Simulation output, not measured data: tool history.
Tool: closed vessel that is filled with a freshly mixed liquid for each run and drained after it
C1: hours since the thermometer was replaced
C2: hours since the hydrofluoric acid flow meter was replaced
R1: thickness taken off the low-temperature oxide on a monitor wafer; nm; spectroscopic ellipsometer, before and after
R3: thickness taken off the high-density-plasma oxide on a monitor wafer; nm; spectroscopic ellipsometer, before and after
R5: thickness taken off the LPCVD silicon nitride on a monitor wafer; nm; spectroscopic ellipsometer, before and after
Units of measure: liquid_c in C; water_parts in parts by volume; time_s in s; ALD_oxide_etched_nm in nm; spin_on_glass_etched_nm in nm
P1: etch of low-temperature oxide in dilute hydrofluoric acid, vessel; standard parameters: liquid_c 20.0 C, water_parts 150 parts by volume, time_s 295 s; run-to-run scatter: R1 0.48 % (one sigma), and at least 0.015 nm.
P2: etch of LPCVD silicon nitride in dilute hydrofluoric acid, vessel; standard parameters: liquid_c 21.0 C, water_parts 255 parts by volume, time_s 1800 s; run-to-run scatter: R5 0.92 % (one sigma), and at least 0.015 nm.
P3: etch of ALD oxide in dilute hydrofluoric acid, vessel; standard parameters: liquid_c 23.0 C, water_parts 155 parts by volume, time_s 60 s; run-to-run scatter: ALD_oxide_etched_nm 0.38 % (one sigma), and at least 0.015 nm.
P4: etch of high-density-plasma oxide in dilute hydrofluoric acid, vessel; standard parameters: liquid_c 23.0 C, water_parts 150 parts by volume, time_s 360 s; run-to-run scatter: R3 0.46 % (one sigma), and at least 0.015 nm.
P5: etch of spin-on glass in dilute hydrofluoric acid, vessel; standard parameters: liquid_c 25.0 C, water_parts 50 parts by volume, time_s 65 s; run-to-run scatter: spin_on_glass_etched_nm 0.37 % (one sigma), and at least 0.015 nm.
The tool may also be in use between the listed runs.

{"run": 1, "hour": 7.4, "process": "P1", "liquid_c": 20.0, "water_parts": 150, "time_s": 295, "C1": 164.8, "C2": 1196.5, "R1": 40.866}
{"run": 2, "hour": 19.9, "process": "P1", "liquid_c": 26.0, "water_parts": 225, "time_s": 295, "C1": 177.3, "C2": 1209.0, "R1": 31.943}
{"run": 3, "hour": 31.5, "process": "P3", "liquid_c": 23.0, "water_parts": 155, "time_s": 60, "C1": 188.9, "C2": 1220.6, "ALD_oxide_etched_nm": 5.9834}
{"run": 4, "hour": 42.6, "process": "P1", "liquid_c": 25.5, "water_parts": 150, "time_s": 295, "C1": 200.0, "C2": 1231.7, "R1": 51.076}
{"run": 5, "hour": 52.0, "process": "P4", "liquid_c": 23.0, "water_parts": 150, "time_s": 130, "C1": 209.4, "C2": 1241.1, "R3": 5.6397}
{"run": 6, "hour": 64.2, "process": "P5", "liquid_c": 25.0, "water_parts": 25, "time_s": 65, "C1": 221.6, "C2": 1253.3, "spin_on_glass_etched_nm": 96.109}
{"run": 7, "hour": 75.4, "process": "P5", "liquid_c": 25.0, "water_parts": 50, "time_s": 65, "C1": 232.8, "C2": 1264.5, "spin_on_glass_etched_nm": 46.079}
{"run": 8, "hour": 86.4, "process": "P1", "liquid_c": 20.0, "water_parts": 150, "time_s": 295, "C1": 243.8, "C2": 1275.5, "R1": 40.794}
{"run": 9, "hour": 96.4, "process": "P3", "liquid_c": 23.0, "water_parts": 95, "time_s": 60, "C1": 253.8, "C2": 1285.5, "ALD_oxide_etched_nm": 10.487}
{"run": 10, "hour": 109.8, "process": "P2", "liquid_c": 21.0, "water_parts": 255, "time_s": 1800, "C1": 267.2, "C2": 1298.9, "R5": 2.6701}
{"run": 11, "hour": 123.6, "process": "P1", "liquid_c": 20.0, "water_parts": 225, "time_s": 295, "C1": 281.0, "C2": 1312.7, "R1": 25.587}
{"run": 12, "hour": 134.3, "process": "P4", "liquid_c": 17.0, "water_parts": 150, "time_s": 360, "C1": 291.7, "C2": 1323.4, "R3": 12.332}
{"run": 13, "hour": 146.8, "process": "P1", "liquid_c": 20.0, "water_parts": 150, "time_s": 490, "C1": 304.2, "C2": 1335.9, "R1": 68.367}
{"run": 14, "hour": 154.5, "process": "P2", "liquid_c": 28.5, "water_parts": 255, "time_s": 1800, "C1": 311.9, "C2": 1343.6, "R5": 4.2442}
{"run": 15, "hour": 162.1, "process": "P1", "liquid_c": 20.0, "water_parts": 150, "time_s": 55, "C1": 319.5, "C2": 1351.2, "R1": 7.6511}
{"run": 16, "hour": 174.1, "process": "P1", "liquid_c": 20.0, "water_parts": 150, "time_s": 295, "C1": 331.5, "C2": 1363.2, "R1": 40.942}
{"run": 17, "hour": 186.4, "process": "P2", "liquid_c": 21.0, "water_parts": 160, "time_s": 1800, "C1": 343.8, "C2": 1375.5, "R5": 4.1987}
{"run": 18, "hour": 195.2, "process": "P3", "liquid_c": 18.5, "water_parts": 155, "time_s": 60, "C1": 352.6, "C2": 1384.3, "ALD_oxide_etched_nm": 5.0341}
{"run": 19, "hour": 201.5, "process": "P1", "liquid_c": 20.0, "water_parts": 55, "time_s": 295, "C1": 358.9, "C2": 1390.6, "R1": 123.92}
{"run": 20, "hour": 207.8, "process": "P1", "liquid_c": 20.0, "water_parts": 150, "time_s": 295, "C1": 365.2, "C2": 1396.9, "R1": 41.121}
{"run": 21, "hour": 215.7, "process": "P5", "liquid_c": 25.0, "water_parts": 50, "time_s": 30, "C1": 373.1, "C2": 1404.8, "spin_on_glass_etched_nm": 21.045}
{"run": 22, "hour": 226.0, "process": "P3", "liquid_c": 23.0, "water_parts": 155, "time_s": 115, "C1": 383.4, "C2": 1415.1, "ALD_oxide_etched_nm": 11.489}
{"run": 23, "hour": 232.8, "process": "P1", "liquid_c": 27.0, "water_parts": 150, "time_s": 440, "C1": 390.2, "C2": 1421.9, "R1": 80.087}
{"run": 24, "hour": 243.3, "process": "P2", "liquid_c": 21.0, "water_parts": 255, "time_s": 2715, "C1": 400.7, "C2": 1432.4, "R5": 4.0211}
{"run": 25, "hour": 250.6, "process": "P1", "liquid_c": 20.0, "water_parts": 150, "time_s": 295, "C1": 408.0, "C2": 1439.7, "R1": 41.599}
{"run": 26, "hour": 258.2, "process": "P2", "liquid_c": 21.0, "water_parts": 255, "time_s": 1800, "C1": 415.6, "C2": 1447.3, "R5": 2.6491}
{"run": 27, "hour": 268.2, "process": "P5", "liquid_c": 31.5, "water_parts": 50, "time_s": 65, "C1": 425.6, "C2": 1457.3, "spin_on_glass_etched_nm": 59.681}
{"run": 28, "hour": 277.1, "process": "P4", "liquid_c": 23.0, "water_parts": 210, "time_s": 360, "C1": 434.5, "C2": 1466.2, "R3": 10.503}
{"run": 29, "hour": 286.7, "process": "P4", "liquid_c": 23.0, "water_parts": 150, "time_s": 360, "C1": 444.1, "C2": 1475.8, "R3": 15.638}
{"run": 30, "hour": 292.8, "process": "P1", "liquid_c": 17.0, "water_parts": 150, "time_s": 295, "C1": 450.2, "C2": 1481.9, "R1": 36.66}
{"run": 31, "hour": 306.2, "process": "P1", "liquid_c": 20.0, "water_parts": 150, "time_s": 295, "C1": 463.6, "C2": 1495.3, "R1": 41.366}
{"run": 32, "hour": 312.3, "process": "P1", "liquid_c": 20.0, "water_parts": 150, "time_s": 295, "C1": 469.7, "C2": 1501.4, "R1": 40.85}
{"run": 33, "hour": 323.7, "process": "P1", "liquid_c": 20.0, "water_parts": 150, "time_s": 295, "C1": 481.1, "C2": 1512.8, "R1": 40.33}

The next listed run, before its measurement:
{"run": 34, "hour": 337.2, "process": "P1", "liquid_c": 20.0, "water_parts": 150, "time_s": 295, "C1": 494.6, "C2": 1526.3, "R1": "?"}

{"run 34": {"R1": 39.55}}

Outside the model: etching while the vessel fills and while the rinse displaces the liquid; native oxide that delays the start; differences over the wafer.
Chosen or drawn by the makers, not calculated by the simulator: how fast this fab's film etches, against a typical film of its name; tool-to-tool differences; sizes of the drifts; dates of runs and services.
